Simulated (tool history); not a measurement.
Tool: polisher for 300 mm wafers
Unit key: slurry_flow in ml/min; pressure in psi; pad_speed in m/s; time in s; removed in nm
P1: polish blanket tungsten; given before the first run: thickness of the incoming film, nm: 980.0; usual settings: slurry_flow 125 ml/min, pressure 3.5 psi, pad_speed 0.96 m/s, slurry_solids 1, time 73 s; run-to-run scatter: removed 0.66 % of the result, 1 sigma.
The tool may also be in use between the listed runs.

run	hour	slurry_flow	pressure	pad_speed	slurry_solids	time	wafers polished on this pad	hours since the slurry nozzle was cleaned	hours since the head pressure was calibrated	hours since the slurry blender was calibrated	hours since the slurry got fresh peroxide	removed
1	14.7	125	3.5	0.96	1	73	220	115.7	360	180.6	63.8	267.99
2	25.6	125	3.5	0.96	1	73	286	126.6	370.9	191.5	74.7	264.16
3	35.5	125	3.5	0.96	1.25	73	347	136.5	380.8	201.4	84.6	278.18
# hour 36.7: slurry tank refilled with fresh slurry and peroxide
4	46.3	125	3.5	0.96	1	73	413	147.3	391.6	212.2	9.6	263.51
5	58.7	125	3.5	0.48	1	73	489	159.7	404	224.6	22	133.54
6	65.3	125	3.5	0.96	1	42	529	166.3	410.6	231.2	28.6	154.95
7	80.1	200	3.5	0.96	1	73	619	181.1	425.4	246	43.4	286.53
8	94.3	125	2.3	0.96	1	73	706	195.3	439.6	260.2	57.6	177.01
9	104	125	3.5	1.34	1.45	73	765	205	449.3	269.9	67.3	404.11
10	113.3	125	3.5	0.96	1	73	822	214.3	458.6	279.2	76.6	265.51
11	120.6	125	3.5	1.44	1	73	867	221.6	465.9	286.5	83.9	393.97
12	135.1	125	3.5	1.44	0.7	73	955	236.1	480.4	301	98.4	367.06
13	149.6	125	4.7	0.96	1	73	1044	250.6	494.9	315.5	112.9	359.23
14	159.6	125	3.5	0.96	1	73	1105	260.6	504.9	325.5	122.9	263.65
15	173.9	125	3.5	0.96	1	98	1192	274.9	519.2	339.8	137.2	355.57
16	185.4	75	3.5	0.96	1	73	1262	286.4	530.7	351.3	148.7	232.03
17	194.4	125	3.5	0.96	0.75	73	1317	295.4	539.7	360.3	157.7	251.53
18	205.9	125	3.5	0.96	1	73	1388	306.9	551.2	371.8	169.2	263.07
19	219.7	125	3.5	0.96	1	73	1472	320.7	565	385.6	183	264
20	232	125	3.5	0.96	1	73	1547	333	577.3	397.9	195.3	257.07
21	246.7	125	3.5	0.96	1	73	1637	347.7	592	412.6	210	248.04
22	256.8	125	3.5	0.96	1	73	1699	357.8	602.1	422.7	220.1	245.25
23	265.2	125	3.5	0.96	1	73	1750	366.2	610.5	431.1	228.5	242.12
# hour 266.9: worn pad replaced by a new one
24	277	125	3.5	0.96	1	73	61	378	622.3	442.9	240.3	238.29
25	287.2	125	3.5	0.96	1	73	124	388.2	632.5	453.1	250.5	241.54
# hour 296.4: slurry blender recalibrated
26	297.3	125	3.5	0.96	1	73	185	398.3	642.6	1	260.6	236.34
# hour 307.4: slurry tank refilled with fresh slurry and peroxide
27	308.3	125	3.5	0.96	1	73	253	409.3	653.6	12	0.9	238.18
28	315.2	125	3.5	0.96	1	73	295	416.2	660.5	18.9	7.8	236.1
29	326.1	125	3.5	0.96	1	73	361	427.1	671.4	29.8	18.7	237.39
30	340	125	3.5	0.96	1	73	446	441	685.3	43.7	32.6	236.33

P1 has crept away from where it was. The log is fitted equally well by each of these 2 causes, at the sizes shown:
A: head's pressure below its setpoint, % = 11.1
B: slurry flow missing at the pad, % = 37.3
The creep began at about hour 219.7.
All other causes, with the reason each is excluded:
removal rate lost through wear of the pad, %: serviced after onset, at hour 266.9, with no recovery of the prior output
abrasive missing from the slurry, %: serviced after onset, at hour 296.4, with no recovery of the prior output
peroxide lost from the slurry, %: serviced after onset, at hour 307.4, with no recovery of the prior output

Each of the check runs listed below is run on 3 wafers and reports their average, with the results left as question marks. Pick the one under which the possible causes would lead to clearly different results.
check 1	353.9	125	4.6	0.96	1	73						?
check 2	353.9	125	3.5	1.26	1	73						?
check 3	353.9	175	3.5	0.96	1.2	73						?
check 4	353.9	125	3.5	0.52	1	73						?

How each check would come out, cause by cause:
check	result	if A	if B
check 1	removed	310.34	310.22
check 2	removed	309.92	309.8
check 3	removed	261.62	269.7
check 4	removed	127.9	127.85
How far apart the two closest causes lie, in the result that separates them most: check 1 0.04 %; check 2 0.04 %; check 3 3.04 %; check 4 0.04 %
Check 3 is the one run that separates the causes; every other check would come out nearly the same whichever cause is at work.

Check 3 was carried out, with these results: removed 262.46 nm. Which of the listed causes is responsible?

A is the cause: head's pressure below its setpoint, %.
